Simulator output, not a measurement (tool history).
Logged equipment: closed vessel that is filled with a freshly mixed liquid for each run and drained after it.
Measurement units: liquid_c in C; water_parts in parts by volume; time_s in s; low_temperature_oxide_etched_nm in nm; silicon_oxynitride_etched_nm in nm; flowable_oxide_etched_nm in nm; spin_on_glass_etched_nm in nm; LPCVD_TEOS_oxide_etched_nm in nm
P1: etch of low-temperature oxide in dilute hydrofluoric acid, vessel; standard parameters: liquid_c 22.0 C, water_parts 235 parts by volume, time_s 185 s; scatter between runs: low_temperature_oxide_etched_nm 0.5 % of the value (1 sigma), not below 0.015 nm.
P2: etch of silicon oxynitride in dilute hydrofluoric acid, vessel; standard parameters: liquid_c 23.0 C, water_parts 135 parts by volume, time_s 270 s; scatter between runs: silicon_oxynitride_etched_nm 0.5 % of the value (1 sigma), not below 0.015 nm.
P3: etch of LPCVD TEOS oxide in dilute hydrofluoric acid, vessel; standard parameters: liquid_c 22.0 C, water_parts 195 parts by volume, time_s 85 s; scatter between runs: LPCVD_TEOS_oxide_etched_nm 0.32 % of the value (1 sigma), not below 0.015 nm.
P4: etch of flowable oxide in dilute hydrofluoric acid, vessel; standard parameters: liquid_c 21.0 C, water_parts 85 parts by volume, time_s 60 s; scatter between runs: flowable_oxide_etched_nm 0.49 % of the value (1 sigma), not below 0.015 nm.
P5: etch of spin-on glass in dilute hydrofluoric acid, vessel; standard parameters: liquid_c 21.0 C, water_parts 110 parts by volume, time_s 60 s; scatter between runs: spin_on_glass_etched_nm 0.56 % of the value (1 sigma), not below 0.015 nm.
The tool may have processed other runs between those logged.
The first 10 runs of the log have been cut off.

run,day,process,liquid_c,water_parts,time_s,low_temperature_oxide_etched_nm,silicon_oxynitride_etched_nm,flowable_oxide_etched_nm,spin_on_glass_etched_nm,LPCVD_TEOS_oxide_etched_nm
11,5.067,P4,17.0,85,60,,,32.152,,
12,5.521,P3,30.5,195,85,,,,,10.6930
# day 6.025: thermometer replaced
13,6.146,P5,21.0,110,60,,,,17.9020,
14,6.438,P1,17.0,235,185,5.5088,,,,
15,6.767,P3,22.0,195,85,,,,,7.8034
16,7.329,P1,27.5,235,185,8.0766,,,,
17,7.850,P3,22.0,195,40,,,,,3.7259
18,8.467,P3,22.0,195,85,,,,,7.8172
19,9.021,P5,26.0,110,60,,,,21.7440,
20,9.608,P4,21.0,85,60,,,38.396,,
21,10.050,P1,22.0,325,185,4.4365,,,,
22,10.642,P1,22.0,90,185,20.5620,,,,
23,11.046,P1,22.0,235,185,6.6588,,,,
24,11.558,P1,22.0,235,185,6.7011,,,,
25,12.079,P2,23.0,135,50,,1.2831,,,
26,12.508,P1,22.0,235,185,6.6745,,,,
27,12.938,P3,22.0,355,85,,,,,3.6979

Estimate the outcome of run 28 from the log above:
28,13.246,P5,21.0,110,30,,,,?,

{"run 28": {"spin_on_glass_etched_nm": 8.8001}}
